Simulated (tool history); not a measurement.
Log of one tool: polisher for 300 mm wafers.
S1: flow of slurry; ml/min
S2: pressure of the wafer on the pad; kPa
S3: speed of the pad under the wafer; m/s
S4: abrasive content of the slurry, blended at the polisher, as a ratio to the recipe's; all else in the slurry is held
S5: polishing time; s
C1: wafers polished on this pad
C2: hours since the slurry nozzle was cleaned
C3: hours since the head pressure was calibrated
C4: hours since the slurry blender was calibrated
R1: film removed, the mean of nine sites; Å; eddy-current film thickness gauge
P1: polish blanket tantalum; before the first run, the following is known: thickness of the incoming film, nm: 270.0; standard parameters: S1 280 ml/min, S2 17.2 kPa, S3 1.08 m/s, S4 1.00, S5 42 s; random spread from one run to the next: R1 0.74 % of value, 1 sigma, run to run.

Run 1, hour 5.5: S1 280 ml/min, S2 17.2 kPa, S3 1.08 m/s, S4 1.00, S5 42 s; C1 716; C2 293.3; C3 1106.5; C4 80.5. Result: R1 917.16 Å.
Run 2, hour 9.1: S1 280 ml/min, S2 27.6 kPa, S3 1.08 m/s, S4 1.00, S5 42 s; C1 764; C2 296.9; C3 1110.1; C4 84.1. Result: R1 1472.10 Å.
Run 3, hour 14.6: S1 170 ml/min, S2 17.2 kPa, S3 1.08 m/s, S4 1.00, S5 42 s; C1 836; C2 302.4; C3 1115.6; C4 89.6. Result: R1 860.63 Å.
Run 4, hour 17.9: S1 355 ml/min, S2 17.2 kPa, S3 1.08 m/s, S4 1.00, S5 42 s; C1 880; C2 305.7; C3 1118.9; C4 92.9. Result: R1 952.43 Å.
Run 5, hour 21.5: S1 280 ml/min, S2 17.2 kPa, S3 1.08 m/s, S4 1.00, S5 54 s; C1 927; C2 309.3; C3 1122.5; C4 96.5. Result: R1 1182.40 Å.
At hour 22.0: head pressure recalibrated.
Run 6, hour 26.1: S1 280 ml/min, S2 17.2 kPa, S3 1.08 m/s, S4 1.35, S5 42 s; C1 988; C2 313.9; C3 4.2; C4 101.1. Result: R1 990.44 Å.
Run 7, hour 30.7: S1 280 ml/min, S2 17.2 kPa, S3 1.08 m/s, S4 1.00, S5 42 s; C1 1048; C2 318.5; C3 8.8; C4 105.7. Result: R1 921.77 Å.
At hour 33.0: worn pad replaced by a new one.
Run 8, hour 34.7: S1 280 ml/min, S2 17.2 kPa, S3 0.48 m/s, S4 1.00, S5 42 s; C1 22; C2 322.5; C3 12.8; C4 109.7. Result: R1 402.64 Å.
Run 9, hour 38.7: S1 280 ml/min, S2 17.2 kPa, S3 1.62 m/s, S4 1.00, S5 42 s; C1 75; C2 326.5; C3 16.8; C4 113.7. Result: R1 1385.10 Å.
Run 10, hour 43.7: S1 280 ml/min, S2 17.2 kPa, S3 1.08 m/s, S4 1.00, S5 42 s; C1 141; C2 331.5; C3 21.8; C4 118.7. Result: R1 911.95 Å.
Run 11, hour 49.2: S1 280 ml/min, S2 17.2 kPa, S3 1.08 m/s, S4 0.55, S5 42 s; C1 214; C2 337.0; C3 27.3; C4 124.2. Result: R1 748.92 Å.

Predict the results of run 12:
Run 12, hour 53.8: S1 280 ml/min, S2 17.2 kPa, S3 1.08 m/s, S4 1.00, S5 42 s; C1 274; C2 341.6; C3 31.9; C4 128.8. Result: R1 ?.

{"run 12": {"R1": 913.12}}
